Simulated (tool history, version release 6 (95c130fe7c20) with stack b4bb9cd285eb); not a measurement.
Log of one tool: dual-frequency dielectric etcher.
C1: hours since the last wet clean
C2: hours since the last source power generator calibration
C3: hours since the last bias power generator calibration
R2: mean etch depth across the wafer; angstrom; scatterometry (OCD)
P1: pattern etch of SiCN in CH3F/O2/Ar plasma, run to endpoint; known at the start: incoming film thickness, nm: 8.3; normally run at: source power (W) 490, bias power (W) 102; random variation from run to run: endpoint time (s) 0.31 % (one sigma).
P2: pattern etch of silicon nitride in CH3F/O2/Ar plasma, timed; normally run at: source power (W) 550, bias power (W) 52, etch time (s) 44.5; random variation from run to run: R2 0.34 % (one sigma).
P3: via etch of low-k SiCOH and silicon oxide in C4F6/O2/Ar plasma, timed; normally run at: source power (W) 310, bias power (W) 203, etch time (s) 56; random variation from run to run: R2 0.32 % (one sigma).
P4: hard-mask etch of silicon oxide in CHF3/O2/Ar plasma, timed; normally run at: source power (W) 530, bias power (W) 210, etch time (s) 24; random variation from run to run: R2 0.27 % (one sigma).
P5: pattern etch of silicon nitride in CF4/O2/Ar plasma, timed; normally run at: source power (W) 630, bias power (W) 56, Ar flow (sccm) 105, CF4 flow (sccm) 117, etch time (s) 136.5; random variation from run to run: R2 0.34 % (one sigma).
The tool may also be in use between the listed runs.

{"run": 1, "hour": 11.8, "process that ran": "P1", "source power (W)": 490, "bias power (W)": 102, "C1": 356.7, "C2": 1768.5, "C3": 517.1, "endpoint time (s)": 18.097}
{"run": 2, "hour": 28.6, "process that ran": "P5", "source power (W)": 630, "bias power (W)": 78, "Ar flow (sccm)": 105, "CF4 flow (sccm)": 117, "etch time (s)": 136.5, "C1": 373.5, "C2": 1785.3, "C3": 533.9, "R2": 3925.6}
{"run": 3, "hour": 41.5, "process that ran": "P1", "source power (W)": 490, "bias power (W)": 102, "C1": 386.4, "C2": 1798.2, "C3": 546.8, "endpoint time (s)": 18.103}
{"run": 4, "hour": 53.0, "process that ran": "P2", "source power (W)": 700, "bias power (W)": 52, "etch time (s)": 44.5, "C1": 397.9, "C2": 1809.7, "C3": 558.3, "R2": 348}
{"run": 5, "hour": 68.3, "process that ran": "P5", "source power (W)": 630, "bias power (W)": 56, "Ar flow (sccm)": 105, "CF4 flow (sccm)": 84, "etch time (s)": 136.5, "C1": 413.2, "C2": 1825, "C3": 573.6, "R2": 3310.1}
{"run": 6, "hour": 80.6, "process that ran": "P4", "source power (W)": 530, "bias power (W)": 123, "etch time (s)": 24, "C1": 425.5, "C2": 1837.3, "C3": 585.9, "R2": 389.14}
{"run": 7, "hour": 88.1, "process that ran": "P3", "source power (W)": 310, "bias power (W)": 203, "etch time (s)": 81, "C1": 433, "C2": 1844.8, "C3": 593.4, "R2": 1940.9}
{"run": 8, "hour": 96.9, "process that ran": "P2", "source power (W)": 550, "bias power (W)": 52, "etch time (s)": 44.5, "C1": 441.8, "C2": 1853.6, "C3": 602.2, "R2": 318.24}
{"run": 9, "hour": 108.6, "process that ran": "P5", "source power (W)": 630, "bias power (W)": 56, "Ar flow (sccm)": 105, "CF4 flow (sccm)": 117, "etch time (s)": 136.5, "C1": 453.5, "C2": 1865.3, "C3": 613.9, "R2": 3435.1}
{"run": 10, "hour": 119.8, "process that ran": "P1", "source power (W)": 340, "bias power (W)": 102, "C1": 464.7, "C2": 1876.5, "C3": 625.1, "endpoint time (s)": 20.71}
{"run": 11, "hour": 127.2, "process that ran": "P3", "source power (W)": 310, "bias power (W)": 139, "etch time (s)": 56, "C1": 472.1, "C2": 1883.9, "C3": 632.5, "R2": 1183.9}
{"run": 12, "hour": 139.0, "process that ran": "P4", "source power (W)": 530, "bias power (W)": 210, "etch time (s)": 13, "C1": 483.9, "C2": 1895.7, "C3": 644.3, "R2": 251.9}
{"run": 13, "hour": 151.6, "process that ran": "P4", "source power (W)": 370, "bias power (W)": 210, "etch time (s)": 24, "C1": 496.5, "C2": 1908.3, "C3": 656.9, "R2": 404.7}
{"run": 14, "hour": 160.0, "process that ran": "P1", "source power (W)": 490, "bias power (W)": 63, "C1": 504.9, "C2": 1916.7, "C3": 665.3, "endpoint time (s)": 21.576}
{"run": 15, "hour": 173.4, "process that ran": "P1", "source power (W)": 490, "bias power (W)": 102, "C1": 518.3, "C2": 1930.1, "C3": 678.7, "endpoint time (s)": 18.201}
{"run": 16, "hour": 186.4, "process that ran": "P1", "source power (W)": 580, "bias power (W)": 102, "C1": 531.3, "C2": 1943.1, "C3": 691.7, "endpoint time (s)": 17.028}
{"run": 17, "hour": 195.7, "process that ran": "P2", "source power (W)": 550, "bias power (W)": 52, "etch time (s)": 44.5, "C1": 540.6, "C2": 1952.4, "C3": 701, "R2": 317.79}
{"run": 18, "hour": 205.9, "process that ran": "P3", "source power (W)": 310, "bias power (W)": 203, "etch time (s)": 56, "C1": 550.8, "C2": 1962.6, "C3": 711.2, "R2": 1332.1}
{"run": 19, "hour": 220.1, "process that ran": "P1", "source power (W)": 490, "bias power (W)": 102, "C1": 565, "C2": 1976.8, "C3": 725.4, "endpoint time (s)": 18.231}
{"hour": 226.9, "done": "bias power generator calibrated"}
{"run": 20, "hour": 228.9, "process that ran": "P5", "source power (W)": 630, "bias power (W)": 56, "Ar flow (sccm)": 146, "CF4 flow (sccm)": 117, "etch time (s)": 136.5, "C1": 573.8, "C2": 1985.6, "C3": 2.1, "R2": 3307.3}
{"run": 21, "hour": 239.8, "process that ran": "P1", "source power (W)": 490, "bias power (W)": 135, "C1": 584.7, "C2": 1996.5, "C3": 13, "endpoint time (s)": 16.283}

Forecast run 22:
{"run": 22, "hour": 255.3, "process that ran": "P4", "source power (W)": 530, "bias power (W)": 210, "etch time (s)": 24, "C1": 600.2, "C2": 2012, "C3": 28.5, "R2": "?"}

Run 22 gave R2 466.52 angstrom.
